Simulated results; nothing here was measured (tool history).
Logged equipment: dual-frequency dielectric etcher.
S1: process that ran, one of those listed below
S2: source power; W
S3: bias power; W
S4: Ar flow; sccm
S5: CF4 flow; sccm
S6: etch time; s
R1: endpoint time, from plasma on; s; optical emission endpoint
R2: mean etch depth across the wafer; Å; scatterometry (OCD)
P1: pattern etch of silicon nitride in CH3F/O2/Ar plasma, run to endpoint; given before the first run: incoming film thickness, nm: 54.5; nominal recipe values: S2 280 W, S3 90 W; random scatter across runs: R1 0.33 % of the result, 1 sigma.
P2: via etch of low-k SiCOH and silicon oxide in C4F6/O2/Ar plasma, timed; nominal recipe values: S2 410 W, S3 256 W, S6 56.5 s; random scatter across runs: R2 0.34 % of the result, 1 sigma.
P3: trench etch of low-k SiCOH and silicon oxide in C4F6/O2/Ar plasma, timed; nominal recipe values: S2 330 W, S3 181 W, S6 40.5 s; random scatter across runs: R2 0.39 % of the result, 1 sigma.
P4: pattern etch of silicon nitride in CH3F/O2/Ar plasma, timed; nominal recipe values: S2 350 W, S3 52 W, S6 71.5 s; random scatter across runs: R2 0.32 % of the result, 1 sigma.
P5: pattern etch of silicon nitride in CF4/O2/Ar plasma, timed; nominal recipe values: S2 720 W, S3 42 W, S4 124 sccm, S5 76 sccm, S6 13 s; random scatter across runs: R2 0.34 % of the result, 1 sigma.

run 1 hour=17.9 | S1=P1 S2=280 S3=90 | R1=81.715
run 2 hour=34.7 | S1=P1 S2=280 S3=90 | R1=81.286
run 3 hour=49.2 | S1=P5 S2=720 S3=54 S4=124 S5=76 S6=13 | R2=334.49
run 4 hour=60.9 | S1=P5 S2=720 S3=42 S4=124 S5=76 S6=13 | R2=304.49
run 5 hour=74.2 | S1=P1 S2=280 S3=112 | R1=75.309
run 6 hour=86.1 | S1=P5 S2=720 S3=42 S4=124 S5=76 S6=18 | R2=420.93
run 7 hour=95.6 | S1=P3 S2=220 S3=181 S6=40.5 | R2=1038.3
run 8 hour=105.1 | S1=P1 S2=220 S3=90 | R1=88.762
run 9 hour=118.9 | S1=P2 S2=410 S3=256 S6=56.5 | R2=1789.9
run 10 hour=132.4 | S1=P1 S2=180 S3=65 | R1=108.01
run 11 hour=146.1 | S1=P5 S2=720 S3=42 S4=124 S5=93 S6=13 | R2=313.59
run 12 hour=161.3 | S1=P2 S2=410 S3=175 S6=56.5 | R2=1566.2
run 13 hour=177.9 | S1=P4 S2=260 S3=52 S6=71.5 | R2=378.57
run 14 hour=192.5 | S1=P5 S2=720 S3=42 S4=124 S5=76 S6=13 | R2=304.72
run 15 hour=209.8 | S1=P5 S2=720 S3=42 S4=161 S5=76 S6=13 | R2=291.33
run 16 hour=227.8 | S1=P2 S2=410 S3=256 S6=36.5 | R2=1156.1
run 17 hour=238.5 | S1=P2 S2=330 S3=256 S6=56.5 | R2=1658.1
run 18 hour=248.3 | S1=P4 S2=350 S3=52 S6=41 | R2=243.98
run 19 hour=265.6 | S1=P1 S2=280 S3=57 | R1=95.439
run 20 hour=278.7 | S1=P1 S2=280 S3=90 | R1=81.445
run 21 hour=293.2 | S1=P1 S2=380 S3=90 | R1=72.893
run 22 hour=307.4 | S1=P2 S2=410 S3=256 S6=56.5 | R2=1789.9
run 23 hour=319.4 | S1=P3 S2=330 S3=181 S6=40.5 | R2=1212.3
run 24 hour=328 | S1=P3 S2=330 S3=181 S6=40.5 | R2=1208.9
run 25 hour=340.4 | S1=P3 S2=330 S3=181 S6=57.5 | R2=1724.5
run 26 hour=348.5 | S1=P1 S2=280 S3=90 | R1=81.18
run 27 hour=358.5 | S1=P3 S2=330 S3=128 S6=40.5 | R2=1082.1
run 28 hour=368.8 | S1=P4 S2=350 S3=52 S6=71.5 | R2=424.53
run 29 hour=380.6 | S1=P5 S2=490 S3=42 S4=124 S5=76 S6=13 | R2=217.66
run 30 hour=396.4 | S1=P4 S2=350 S3=63 S6=71.5 | R2=453.79
run 31 hour=406.9 | S1=P1 S2=280 S3=90 | R1=81.276
run 32 hour=419.5 | S1=P1 S2=280 S3=90 | R1=80.837
run 33 hour=427.8 | S1=P1 S2=280 S3=90 | R1=79.933
run 34 hour=443.4 | S1=P1 S2=280 S3=90 | R1=80.169
-- hour=443.8 wet clean of the chamber
run 35 hour=452.7 | S1=P1 S2=280 S3=90 | R1=80.784
run 36 hour=470.4 | S1=P1 S2=280 S3=90 | R1=79.501
run 37 hour=482.3 | S1=P1 S2=280 S3=90 | R1=80.468
run 38 hour=491 | S1=P1 S2=280 S3=90 | R1=80.078

P1 no longer gives what it gave before; its output has crept away from where it was. The following 2 causes, each at its listed size, fit the log equally well:
A: source power that arrives over what is set, % = 4.52
B: bias power that arrives over what is set, % = 4.55
Onset of the creep was near hour 406.9.
Each remaining cause and why it is not a fit:
chamber walls in a state that raises the etch rate, %: work on it at hour 443.8, done after the drift set in, did not restore what the process gave before

The 4 check runs listed below each average the results of 2 wafers, and their outcomes are marked with question marks. Under which run would the listed causes produce clearly different results?
run check 1 hour=499.7 | S1=P2 S2=410 S3=256 S6=56.5 | R2=?
run check 2 hour=499.7 | S1=P3 S2=330 S3=181 S6=40.5 | R2=?
run check 3 hour=499.7 | S1=P5 S2=720 S3=42 S4=124 S5=76 S6=13 | R2=?
run check 4 hour=499.7 | S1=P4 S2=350 S3=52 S6=71.5 | R2=?

How each check would come out, cause by cause:
check=check_1 result=R2 if_A=1814 if_B=1810.8
check=check_2 result=R2 if_A=1235 if_B=1231.6
check=check_3 result=R2 if_A=316.88 if_B=310.09
check=check_4 result=R2 if_A=431.8 if_B=430.6
Per check, the gap between the least separated pair of causes, taken in the result that splits them most: check 1 0.18 %; check 2 0.28 %; check 3 2.17 %; check 4 0.28 %
Of the check runs offered, only check 3 discriminates between the causes; the rest would read about the same regardless of which cause applies.

With check 3 done, the readings were: R2 310.88 Å. Identify which of the listed causes applies.

B is the cause: bias power that arrives over what is set, %.

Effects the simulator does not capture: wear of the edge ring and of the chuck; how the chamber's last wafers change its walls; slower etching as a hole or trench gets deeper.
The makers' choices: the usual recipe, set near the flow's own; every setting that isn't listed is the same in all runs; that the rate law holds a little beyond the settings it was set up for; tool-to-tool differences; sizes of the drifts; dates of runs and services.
